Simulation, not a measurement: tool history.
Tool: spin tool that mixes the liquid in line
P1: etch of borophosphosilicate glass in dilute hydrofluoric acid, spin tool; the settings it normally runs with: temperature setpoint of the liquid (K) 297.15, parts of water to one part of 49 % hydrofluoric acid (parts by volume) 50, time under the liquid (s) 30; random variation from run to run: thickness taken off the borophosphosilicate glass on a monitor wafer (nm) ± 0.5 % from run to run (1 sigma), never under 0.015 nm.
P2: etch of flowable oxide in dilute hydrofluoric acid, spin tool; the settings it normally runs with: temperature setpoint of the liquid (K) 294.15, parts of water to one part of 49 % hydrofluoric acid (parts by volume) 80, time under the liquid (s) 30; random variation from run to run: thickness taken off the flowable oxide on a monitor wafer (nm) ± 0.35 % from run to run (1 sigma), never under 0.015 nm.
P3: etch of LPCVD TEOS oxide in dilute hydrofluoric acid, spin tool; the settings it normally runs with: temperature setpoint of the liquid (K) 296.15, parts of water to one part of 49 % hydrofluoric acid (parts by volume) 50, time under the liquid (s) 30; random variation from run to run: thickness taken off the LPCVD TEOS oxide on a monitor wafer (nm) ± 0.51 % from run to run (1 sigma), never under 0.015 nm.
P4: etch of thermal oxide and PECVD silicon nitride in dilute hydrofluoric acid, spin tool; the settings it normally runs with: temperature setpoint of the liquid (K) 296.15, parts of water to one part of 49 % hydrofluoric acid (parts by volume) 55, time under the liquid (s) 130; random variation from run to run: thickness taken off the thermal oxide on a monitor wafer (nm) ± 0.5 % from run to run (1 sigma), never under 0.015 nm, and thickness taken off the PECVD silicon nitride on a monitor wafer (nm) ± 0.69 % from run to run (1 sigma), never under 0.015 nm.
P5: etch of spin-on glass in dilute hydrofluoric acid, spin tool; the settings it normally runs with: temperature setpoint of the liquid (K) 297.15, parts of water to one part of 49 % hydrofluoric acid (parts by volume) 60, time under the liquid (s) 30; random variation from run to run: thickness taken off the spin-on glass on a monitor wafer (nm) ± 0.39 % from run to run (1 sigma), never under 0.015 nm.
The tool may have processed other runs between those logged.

run	day	process that ran	temperature setpoint of the liquid (K)	parts of water to one part of 49 % hydrofluoric acid (parts by volume)	time under the liquid (s)	thickness taken off the borophosphosilicate glass on a monitor wafer (nm)	thickness taken off the LPCVD TEOS oxide on a monitor wafer (nm)	thickness taken off the thermal oxide on a monitor wafer (nm)	thickness taken off the PECVD silicon nitride on a monitor wafer (nm)	thickness taken off the spin-on glass on a monitor wafer (nm)	thickness taken off the flowable oxide on a monitor wafer (nm)
1	0.383	P1	297.15	50	30	44.443					
2	0.754	P3	296.15	50	15		7.5741				
3	1.117	P4	296.15	55	30			2.7490	0.94294		
4	1.546	P1	290.65	50	15	16.788					
5	2.008	P1	297.15	50	15	22.168					
6	2.396	P1	297.15	30	30	75.702					
7	2.779	P1	297.15	65	45	50.011					
8	3.108	P5	290.15	60	30					10.1270	
9	3.354	P1	293.15	50	60	75.307					
10	3.746	P4	296.15	85	130			7.4969	2.66860		
# day 3.762: hydrofluoric acid flow meter replaced
11	4.079	P2	299.65	80	30						20.760
12	4.517	P1	302.15	50	30	54.120					
13	4.888	P5	297.15	105	30					7.2676	
14	5.317	P3	304.65	50	30		21.2330				
15	5.792	P1	297.15	50	30	44.173					
16	6.150	P2	294.15	80	30						16.818
17	6.488	P1	297.15	50	30	44.257					
18	6.900	P3	296.15	30	30		25.9280				
19	7.400	P1	297.15	50	30	43.723					
20	7.888	P1	297.15	85	30	24.851					
21	8.258	P2	294.15	80	30						16.623
22	8.671	P5	297.15	60	30					13.5060	
23	9.204	P1	290.15	50	30	32.493					
24	9.667	P4	292.15	55	130			10.0910	3.12040		
25	10.033	P1	297.15	50	65	95.995					
26	10.321	P2	294.15	45	30						30.811
27	10.792	P2	294.15	80	50						27.830
28	11.288	P5	297.15	60	15					6.7983	
29	11.525	P3	296.15	50	30		15.3460				
30	11.858	P1	297.15	50	30	44.219					
31	12.167	P3	296.15	50	30		15.0660				
32	12.438	P4	296.15	55	130			11.8580	4.02910		
33	12.792	P1	297.15	50	30	44.267					
34	13.062	P1	297.15	50	30	43.176					
35	13.596	P1	297.15	50	30	41.716					
36	13.838	P1	297.15	50	30	41.547					
37	14.312	P1	297.15	50	30	41.116					
38	14.750	P1	297.15	50	30	41.185					
39	15.238	P1	297.15	50	30	40.639					
40	15.488	P1	297.15	50	30	40.748					
41	15.825	P1	297.15	50	30	41.307					

What P1 gives has crept away from where it was. These 2 causes fit the log equally well, each at the size given:
A: hydrofluoric acid flow below the setpoint (%) = 7.55
B: liquid colder than its thermometer reads (K) = 2.03
The onset of the drift is placed at about day 12.792.

Question marks stand in for the results of the 4 check runs listed below, each run on one wafer. Under which run would the listed causes show clearly different results?
check 1	16.162	P4	296.15	55	130			?	?		
check 2	16.162	P5	297.15	60	30					?	
check 3	16.162	P2	294.15	80	30						?
check 4	16.162	P3	296.15	50	30		?				

How each check would come out, cause by cause:
check	result	if A	if B
check 1	thickness taken off the thermal oxide on a monitor wafer (nm)	10.9880	10.9850
check 1	thickness taken off the PECVD silicon nitride on a monitor wafer (nm)	3.79810	3.57040
check 2	thickness taken off the spin-on glass on a monitor wafer (nm)	12.4380	12.4540
check 3	thickness taken off the flowable oxide on a monitor wafer (nm)	15.310	15.335
check 4	thickness taken off the LPCVD TEOS oxide on a monitor wafer (nm)	13.9650	13.9480
How far apart the two closest causes lie, in the result that separates them most: check 1 6.18 %; check 2 0.13 %; check 3 0.16 %; check 4 0.12 %
Only check 1 tells the causes apart: in the others they would give nearly the same result.

Here is what check 1 returned: thickness taken off the thermal oxide on a monitor wafer (nm) 11.0460; thickness taken off the PECVD silicon nitride on a monitor wafer (nm) 3.77540. Which cause is it?

It was cause A: hydrofluoric acid flow below the setpoint (%).

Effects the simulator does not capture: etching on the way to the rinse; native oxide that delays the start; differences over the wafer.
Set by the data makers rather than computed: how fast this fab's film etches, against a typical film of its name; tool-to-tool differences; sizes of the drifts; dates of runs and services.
